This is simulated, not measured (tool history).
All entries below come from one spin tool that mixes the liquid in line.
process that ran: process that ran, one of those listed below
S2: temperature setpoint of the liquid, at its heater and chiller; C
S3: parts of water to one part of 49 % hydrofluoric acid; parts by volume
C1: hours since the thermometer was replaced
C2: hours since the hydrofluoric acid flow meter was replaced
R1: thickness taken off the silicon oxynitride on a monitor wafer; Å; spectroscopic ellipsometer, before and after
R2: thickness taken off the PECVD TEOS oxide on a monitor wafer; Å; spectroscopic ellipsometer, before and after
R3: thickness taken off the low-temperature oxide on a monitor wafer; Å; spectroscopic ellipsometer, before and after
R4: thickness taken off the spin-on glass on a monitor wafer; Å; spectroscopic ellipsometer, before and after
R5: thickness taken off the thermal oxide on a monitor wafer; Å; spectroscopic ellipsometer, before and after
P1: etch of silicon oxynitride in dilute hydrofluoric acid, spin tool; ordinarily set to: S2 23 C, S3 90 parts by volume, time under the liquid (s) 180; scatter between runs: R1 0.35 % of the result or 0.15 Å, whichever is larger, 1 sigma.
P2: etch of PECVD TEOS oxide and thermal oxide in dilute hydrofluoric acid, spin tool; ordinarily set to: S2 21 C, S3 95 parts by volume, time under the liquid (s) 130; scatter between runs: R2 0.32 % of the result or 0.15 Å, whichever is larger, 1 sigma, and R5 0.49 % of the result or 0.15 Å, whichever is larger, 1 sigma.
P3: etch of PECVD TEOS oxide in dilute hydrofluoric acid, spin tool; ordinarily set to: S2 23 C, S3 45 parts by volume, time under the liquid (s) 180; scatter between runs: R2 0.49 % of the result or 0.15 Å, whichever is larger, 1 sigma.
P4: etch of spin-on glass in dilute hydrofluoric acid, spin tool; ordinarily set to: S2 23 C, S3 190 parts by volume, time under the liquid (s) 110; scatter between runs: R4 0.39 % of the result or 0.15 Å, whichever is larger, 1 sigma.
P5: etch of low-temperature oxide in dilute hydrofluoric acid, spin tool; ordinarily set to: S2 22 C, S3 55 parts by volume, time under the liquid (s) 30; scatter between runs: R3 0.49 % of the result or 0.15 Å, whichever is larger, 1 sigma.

run 1 hour=6.2 | process_that_ran=P1 S2=23 S3=90 time_under_the_liquid_(s)=180 | C1=149.6 C2=666.8 | R1=93.619
run 2 hour=14.7 | process_that_ran=P3 S2=23 S3=20 time_under_the_liquid_(s)=180 | C1=158.1 C2=675.3 | R2=970.27
run 3 hour=18.9 | process_that_ran=P5 S2=22 S3=55 time_under_the_liquid_(s)=15 | C1=162.3 C2=679.5 | R3=76.202
run 4 hour=23.4 | process_that_ran=P1 S2=23 S3=160 time_under_the_liquid_(s)=180 | C1=166.8 C2=684 | R1=49.598
run 5 hour=28 | process_that_ran=P5 S2=22 S3=55 time_under_the_liquid_(s)=30 | C1=171.4 C2=688.6 | R3=151.6
run 6 hour=36.8 | process_that_ran=P4 S2=23 S3=190 time_under_the_liquid_(s)=110 | C1=180.2 C2=697.4 | R4=243.07
run 7 hour=43.3 | process_that_ran=P5 S2=22 S3=20 time_under_the_liquid_(s)=30 | C1=186.7 C2=703.9 | R3=437.27
-- hour=43.7 thermometer replaced
run 8 hour=50.4 | process_that_ran=P5 S2=18.5 S3=55 time_under_the_liquid_(s)=30 | C1=6.7 C2=711 | R3=129.88
run 9 hour=56.9 | process_that_ran=P3 S2=23 S3=45 time_under_the_liquid_(s)=180 | C1=13.2 C2=717.5 | R2=420.09
run 10 hour=65.6 | process_that_ran=P1 S2=23 S3=130 time_under_the_liquid_(s)=105 | C1=21.9 C2=726.2 | R1=36.694
run 11 hour=74.7 | process_that_ran=P1 S2=23 S3=90 time_under_the_liquid_(s)=180 | C1=31 C2=735.3 | R1=93.194
run 12 hour=82.5 | process_that_ran=P4 S2=23 S3=300 time_under_the_liquid_(s)=110 | C1=38.8 C2=743.1 | R4=138.08
run 13 hour=89.3 | process_that_ran=P3 S2=23 S3=45 time_under_the_liquid_(s)=180 | C1=45.6 C2=749.9 | R2=421.93
run 14 hour=98.4 | process_that_ran=P3 S2=17 S3=45 time_under_the_liquid_(s)=180 | C1=54.7 C2=759 | R2=319.85
run 15 hour=103.6 | process_that_ran=P1 S2=23 S3=90 time_under_the_liquid_(s)=35 | C1=59.9 C2=764.2 | R1=18.145
run 16 hour=112.6 | process_that_ran=P2 S2=21 S3=95 time_under_the_liquid_(s)=30 | C1=68.9 C2=773.2 | R2=78.5 R5=13.841
run 17 hour=121.7 | process_that_ran=P1 S2=23 S3=90 time_under_the_liquid_(s)=180 | C1=78 C2=782.3 | R1=93.222
run 18 hour=128.9 | process_that_ran=P5 S2=22 S3=55 time_under_the_liquid_(s)=30 | C1=85.2 C2=789.5 | R3=151.24
run 19 hour=134.8 | process_that_ran=P3 S2=23 S3=45 time_under_the_liquid_(s)=30 | C1=91.1 C2=795.4 | R2=69.608
run 20 hour=143.4 | process_that_ran=P1 S2=23 S3=90 time_under_the_liquid_(s)=180 | C1=99.7 C2=804 | R1=93.116
run 21 hour=150.4 | process_that_ran=P1 S2=23 S3=130 time_under_the_liquid_(s)=15 | C1=106.7 C2=811 | R1=5.2881
run 22 hour=158.5 | process_that_ran=P1 S2=23 S3=35 time_under_the_liquid_(s)=180 | C1=114.8 C2=819.1 | R1=249.71
run 23 hour=164.7 | process_that_ran=P1 S2=23 S3=90 time_under_the_liquid_(s)=180 | C1=121 C2=825.3 | R1=92.631
run 24 hour=171 | process_that_ran=P1 S2=28.5 S3=90 time_under_the_liquid_(s)=180 | C1=127.3 C2=831.6 | R1=120.47
run 25 hour=177.2 | process_that_ran=P2 S2=28 S3=95 time_under_the_liquid_(s)=130 | C1=133.5 C2=837.8 | R2=449.95 R5=77.37
run 26 hour=184.4 | process_that_ran=P4 S2=28.5 S3=190 time_under_the_liquid_(s)=110 | C1=140.7 C2=845 | R4=295.4
run 27 hour=188.9 | process_that_ran=P1 S2=17 S3=90 time_under_the_liquid_(s)=180 | C1=145.2 C2=849.5 | R1=68.83
run 28 hour=194.8 | process_that_ran=P2 S2=21 S3=30 time_under_the_liquid_(s)=130 | C1=151.1 C2=855.4 | R2=1167.4 R5=202.05
run 29 hour=201.8 | process_that_ran=P4 S2=23 S3=190 time_under_the_liquid_(s)=40 | C1=158.1 C2=862.4 | R4=88.715
run 30 hour=208.6 | process_that_ran=P1 S2=23 S3=90 time_under_the_liquid_(s)=330 | C1=164.9 C2=869.2 | R1=170.11
run 31 hour=213.2 | process_that_ran=P2 S2=21 S3=95 time_under_the_liquid_(s)=130 | C1=169.5 C2=873.8 | R2=340 R5=58.772
run 32 hour=220.6 | process_that_ran=P1 S2=23 S3=90 time_under_the_liquid_(s)=180 | C1=176.9 C2=881.2 | R1=92.771
run 33 hour=229.7 | process_that_ran=P1 S2=23 S3=90 time_under_the_liquid_(s)=180 | C1=186 C2=890.3 | R1=97.349
run 34 hour=238.3 | process_that_ran=P1 S2=23 S3=90 time_under_the_liquid_(s)=180 | C1=194.6 C2=898.9 | R1=98.84
run 35 hour=242.6 | process_that_ran=P1 S2=23 S3=90 time_under_the_liquid_(s)=180 | C1=198.9 C2=903.2 | R1=100.3
run 36 hour=247 | process_that_ran=P1 S2=23 S3=90 time_under_the_liquid_(s)=180 | C1=203.3 C2=907.6 | R1=101.12
run 37 hour=254.5 | process_that_ran=P1 S2=23 S3=90 time_under_the_liquid_(s)=180 | C1=210.8 C2=915.1 | R1=101.85
run 38 hour=262.9 | process_that_ran=P1 S2=23 S3=90 time_under_the_liquid_(s)=180 | C1=219.2 C2=923.5 | R1=101.8
run 39 hour=268.5 | process_that_ran=P1 S2=23 S3=90 time_under_the_liquid_(s)=180 | C1=224.8 C2=929.1 | R1=102.16
run 40 hour=277.1 | process_that_ran=P1 S2=23 S3=90 time_under_the_liquid_(s)=180 | C1=233.4 C2=937.7 | R1=101.97

Compared with where it was, what P1 gives has crept away. Each cause listed below fits the log as well as the rest, at the size given for it:
A: hydrofluoric acid flow above the setpoint (%) = 9.23
B: liquid hotter than its thermometer reads (K) = 1.99
The creep began at about hour 220.6.

The check runs listed below each take one wafer, and their results are still question marks. Under which run would the listed causes lead to clearly different results?
run check 1 hour=285.7 | process_that_ran=P2 S2=21 S3=30 time_under_the_liquid_(s)=50 | R2=? R5=?
run check 2 hour=285.7 | process_that_ran=P5 S2=22 S3=35 time_under_the_liquid_(s)=20 | R3=?
run check 3 hour=285.7 | process_that_ran=P4 S2=23 S3=250 time_under_the_liquid_(s)=110 | R4=?
run check 4 hour=285.7 | process_that_ran=P3 S2=23 S3=30 time_under_the_liquid_(s)=70 | R2=?

Expected result of each check under each candidate cause:
check=check_1 result=R2 if_A=492.62 if_B=489.13
check=check_1 result=R5 if_A=85.013 if_B=84.411
check=check_2 result=R3 if_A=178.78 if_B=177.25
check=check_3 result=R4 if_A=193.92 if_B=186.62
check=check_4 result=R2 if_A=273.07 if_B=270.75
Smallest distance between any two causes, each pair judged by its most separating result, in per cent: check 1 0.71 %; check 2 0.86 %; check 3 3.84 %; check 4 0.85 %
Only check 3 tells the causes apart: in the others they would give nearly the same result.

Then check 3 was run and gave: R4 185.63 Å. Which cause is it?

It was cause B: liquid hotter than its thermometer reads (K).

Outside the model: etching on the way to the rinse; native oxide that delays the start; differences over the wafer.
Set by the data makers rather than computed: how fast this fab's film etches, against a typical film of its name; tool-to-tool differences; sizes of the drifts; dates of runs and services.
